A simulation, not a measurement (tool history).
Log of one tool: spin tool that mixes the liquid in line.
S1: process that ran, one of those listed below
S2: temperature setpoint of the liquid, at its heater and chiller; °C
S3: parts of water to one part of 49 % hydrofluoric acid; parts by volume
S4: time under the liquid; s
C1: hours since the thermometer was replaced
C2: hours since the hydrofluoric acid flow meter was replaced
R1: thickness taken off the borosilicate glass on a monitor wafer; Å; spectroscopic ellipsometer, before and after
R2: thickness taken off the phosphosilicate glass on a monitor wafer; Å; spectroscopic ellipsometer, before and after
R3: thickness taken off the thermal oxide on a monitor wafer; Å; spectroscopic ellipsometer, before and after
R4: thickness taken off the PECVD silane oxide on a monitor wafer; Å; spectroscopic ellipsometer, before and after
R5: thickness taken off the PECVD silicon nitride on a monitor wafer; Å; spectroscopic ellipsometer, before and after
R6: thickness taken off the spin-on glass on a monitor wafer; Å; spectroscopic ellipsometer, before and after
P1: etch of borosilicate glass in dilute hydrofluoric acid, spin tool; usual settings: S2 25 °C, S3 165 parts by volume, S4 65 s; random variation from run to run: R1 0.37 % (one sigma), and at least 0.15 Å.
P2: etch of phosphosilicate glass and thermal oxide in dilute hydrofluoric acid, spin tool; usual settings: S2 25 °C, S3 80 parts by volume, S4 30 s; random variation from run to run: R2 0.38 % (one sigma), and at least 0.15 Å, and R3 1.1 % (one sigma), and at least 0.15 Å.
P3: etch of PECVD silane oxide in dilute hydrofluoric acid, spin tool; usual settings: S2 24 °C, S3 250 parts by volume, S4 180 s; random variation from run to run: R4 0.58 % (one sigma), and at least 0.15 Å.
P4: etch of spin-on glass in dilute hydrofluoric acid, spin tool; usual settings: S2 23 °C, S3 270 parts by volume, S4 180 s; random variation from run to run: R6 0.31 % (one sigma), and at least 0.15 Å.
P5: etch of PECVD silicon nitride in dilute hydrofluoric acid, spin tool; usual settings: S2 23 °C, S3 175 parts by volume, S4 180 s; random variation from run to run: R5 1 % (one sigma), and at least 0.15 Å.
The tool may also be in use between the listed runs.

Run 1, day 0.167: S1 P1, S2 25 °C, S3 165 parts by volume, S4 65 s; C1 501.9; C2 318.3. Result: R1 63.237 Å.
Run 2, day 0.512: S1 P1, S2 19 °C, S3 165 parts by volume, S4 65 s; C1 510.2; C2 326.6. Result: R1 50.694 Å.
Run 3, day 0.746: S1 P1, S2 25 °C, S3 165 parts by volume, S4 65 s; C1 515.8; C2 332.2. Result: R1 63.076 Å.
Run 4, day 1.017: S1 P2, S2 25 °C, S3 80 parts by volume, S4 30 s; C1 522.3; C2 338.7. Result: R2 626.67 Å, R3 18.667 Å.
Run 5, day 1.217: S1 P3, S2 24 °C, S3 250 parts by volume, S4 180 s; C1 527.1; C2 343.5. Result: R4 154.63 Å.
Run 6, day 1.5: S1 P1, S2 31.5 °C, S3 165 parts by volume, S4 65 s; C1 533.9; C2 350.3. Result: R1 80.38 Å.
Run 7, day 1.733: S1 P2, S2 18 °C, S3 80 parts by volume, S4 30 s; C1 539.5; C2 355.9. Result: R2 470.81 Å, R3 13.937 Å.
Run 8, day 2.071: S1 P3, S2 24 °C, S3 250 parts by volume, S4 355 s; C1 547.6; C2 364. Result: R4 308.03 Å.
Run 9, day 2.246: S1 P5, S2 17 °C, S3 175 parts by volume, S4 180 s; C1 551.8; C2 368.2. Result: R5 14.483 Å.
Run 10, day 2.542: S1 P4, S2 23 °C, S3 270 parts by volume, S4 180 s; C1 558.9; C2 375.3. Result: R6 135.92 Å.
Run 11, day 2.821: S1 P3, S2 31.5 °C, S3 250 parts by volume, S4 180 s; C1 565.6; C2 382. Result: R4 202.42 Å.
Run 12, day 3.079: S1 P2, S2 25 °C, S3 135 parts by volume, S4 30 s; C1 571.8; C2 388.2. Result: R2 346.1 Å, R3 10.757 Å.
Run 13, day 3.229: S1 P4, S2 23 °C, S3 270 parts by volume, S4 180 s; C1 575.4; C2 391.8. Result: R6 136.69 Å.
Run 14, day 3.483: S1 P2, S2 25 °C, S3 80 parts by volume, S4 45 s; C1 581.5; C2 397.9. Result: R2 941.7 Å, R3 28.099 Å.
Run 15, day 3.812: S1 P1, S2 25 °C, S3 165 parts by volume, S4 30 s; C1 589.4; C2 405.8. Result: R1 29.237 Å.
Run 16, day 4.021: S1 P1, S2 25 °C, S3 165 parts by volume, S4 65 s; C1 594.4; C2 410.8. Result: R1 63.35 Å.
Run 17, day 4.279: S1 P1, S2 25 °C, S3 165 parts by volume, S4 65 s; C1 600.6; C2 417. Result: R1 63.17 Å.
Run 18, day 4.496: S1 P1, S2 25 °C, S3 280 parts by volume, S4 65 s; C1 605.8; C2 422.2. Result: R1 32.667 Å.
Run 19, day 4.7: S1 P1, S2 25 °C, S3 165 parts by volume, S4 65 s; C1 610.7; C2 427.1. Result: R1 63.289 Å.
Run 20, day 5.017: S1 P4, S2 23 °C, S3 90 parts by volume, S4 180 s; C1 618.3; C2 434.7. Result: R6 495.93 Å.
Run 21, day 5.167: S1 P3, S2 24 °C, S3 50 parts by volume, S4 180 s; C1 621.9; C2 438.3. Result: R4 979.44 Å.
Run 22, day 5.508: S1 P5, S2 23 °C, S3 175 parts by volume, S4 180 s; C1 630.1; C2 446.5. Result: R5 21.474 Å.
Run 23, day 5.675: S1 P5, S2 23 °C, S3 175 parts by volume, S4 30 s; C1 634.1; C2 450.5. Result: R5 3.6439 Å.
Run 24, day 5.858: S1 P4, S2 23 °C, S3 270 parts by volume, S4 355 s; C1 638.5; C2 454.9. Result: R6 268.14 Å.
Run 25, day 6.017: S1 P1, S2 25 °C, S3 80 parts by volume, S4 65 s; C1 642.3; C2 458.7. Result: R1 144.42 Å.
Run 26, day 6.3: S1 P1, S2 25 °C, S3 165 parts by volume, S4 125 s; C1 649.1; C2 465.5. Result: R1 121.16 Å.
Run 27, day 6.467: S1 P5, S2 23 °C, S3 85 parts by volume, S4 180 s; C1 653.1; C2 469.5. Result: R5 44.497 Å.
Run 28, day 6.729: S1 P1, S2 20.5 °C, S3 165 parts by volume, S4 125 s; C1 659.4; C2 475.8. Result: R1 102.19 Å.
Run 29, day 6.992: S1 P5, S2 23 °C, S3 175 parts by volume, S4 180 s; C1 665.7; C2 482.1. Result: R5 21.617 Å.
Run 30, day 7.192: S1 P2, S2 25 °C, S3 80 parts by volume, S4 30 s; C1 670.5; C2 486.9. Result: R2 626.07 Å, R3 18.684 Å.
Run 31, day 7.404: S1 P4, S2 29 °C, S3 270 parts by volume, S4 180 s; C1 675.6; C2 492. Result: R6 167.79 Å.
Run 32, day 7.575: S1 P1, S2 25 °C, S3 165 parts by volume, S4 65 s; C1 679.7; C2 496.1. Result: R1 63.206 Å.
Run 33, day 7.854: S1 P1, S2 25 °C, S3 165 parts by volume, S4 65 s; C1 686.4; C2 502.8. Result: R1 65.234 Å.
Run 34, day 8.15: S1 P1, S2 25 °C, S3 165 parts by volume, S4 65 s; C1 693.5; C2 509.9. Result: R1 65.91 Å.
Run 35, day 8.371: S1 P1, S2 25 °C, S3 165 parts by volume, S4 65 s; C1 698.8; C2 515.2. Result: R1 66.625 Å.
Run 36, day 8.542: S1 P1, S2 25 °C, S3 165 parts by volume, S4 65 s; C1 702.9; C2 519.3. Result: R1 66.979 Å.
Run 37, day 8.792: S1 P1, S2 25 °C, S3 165 parts by volume, S4 65 s; C1 708.9; C2 525.3. Result: R1 67.729 Å.
Run 38, day 8.962: S1 P1, S2 25 °C, S3 165 parts by volume, S4 65 s; C1 713; C2 529.4. Result: R1 67.174 Å.

The next listed run, before its measurement:
Run 39, day 9.308: S1 P1, S2 25 °C, S3 165 parts by volume, S4 65 s; C1 721.3; C2 537.7. Result: R1 ?.

R1: 67.379 Å
